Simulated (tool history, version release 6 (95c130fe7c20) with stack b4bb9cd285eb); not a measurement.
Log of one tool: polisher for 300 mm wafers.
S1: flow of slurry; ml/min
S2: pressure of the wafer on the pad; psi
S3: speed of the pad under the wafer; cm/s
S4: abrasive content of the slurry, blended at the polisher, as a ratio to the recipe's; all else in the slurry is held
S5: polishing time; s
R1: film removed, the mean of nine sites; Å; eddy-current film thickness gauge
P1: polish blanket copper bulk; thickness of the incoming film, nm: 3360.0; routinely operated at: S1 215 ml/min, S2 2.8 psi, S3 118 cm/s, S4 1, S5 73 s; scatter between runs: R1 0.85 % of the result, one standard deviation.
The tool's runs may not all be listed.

run 1 hour=3.2 | S1=215 S2=2.8 S3=118 S4=1 S5=73 | R1=8776.9
run 2 hour=5.7 | S1=215 S2=4 S3=118 S4=1 S5=73 | R1=12447
run 3 hour=9.8 | S1=215 S2=2.8 S3=118 S4=1.45 S5=73 | R1=9493.5
run 4 hour=12.3 | S1=130 S2=2.8 S3=118 S4=1 S5=73 | R1=8124.9
-- hour=13.7 head pressure recalibrated
run 5 hour=14.8 | S1=215 S2=2.8 S3=118 S4=1 S5=42 | R1=4984.4
run 6 hour=17.6 | S1=160 S2=1.6 S3=118 S4=1 S5=73 | R1=4832.7
run 7 hour=21.6 | S1=215 S2=1.5 S3=118 S4=1 S5=73 | R1=4662.9
run 8 hour=25.1 | S1=280 S2=2.8 S3=118 S4=1 S5=73 | R1=9118.4
run 9 hour=27.9 | S1=215 S2=2.8 S3=172 S4=1 S5=73 | R1=12920
run 10 hour=32.1 | S1=215 S2=2.8 S3=72 S4=1 S5=73 | R1=5384.9
run 11 hour=36.2 | S1=215 S2=1.5 S3=90 S4=1 S5=73 | R1=3549.1
run 12 hour=39.1 | S1=215 S2=2.8 S3=118 S4=1 S5=73 | R1=8750.3
run 13 hour=43 | S1=215 S2=2.8 S3=118 S4=1 S5=114 | R1=13793
run 14 hour=46.2 | S1=215 S2=2.8 S3=118 S4=1 S5=73 | R1=8811.7
run 15 hour=49 | S1=215 S2=2.8 S3=118 S4=1 S5=73 | R1=8849.2
run 16 hour=52.9 | S1=215 S2=2.8 S3=118 S4=1 S5=73 | R1=8777.9

Estimate the outcome of run 17 from the log above:
-- hour=56.8 slurry blender recalibrated
run 17 hour=57.5 | S1=215 S2=2 S3=118 S4=1 S5=48 | R1=?

{"run 17": {"R1": 4075}}
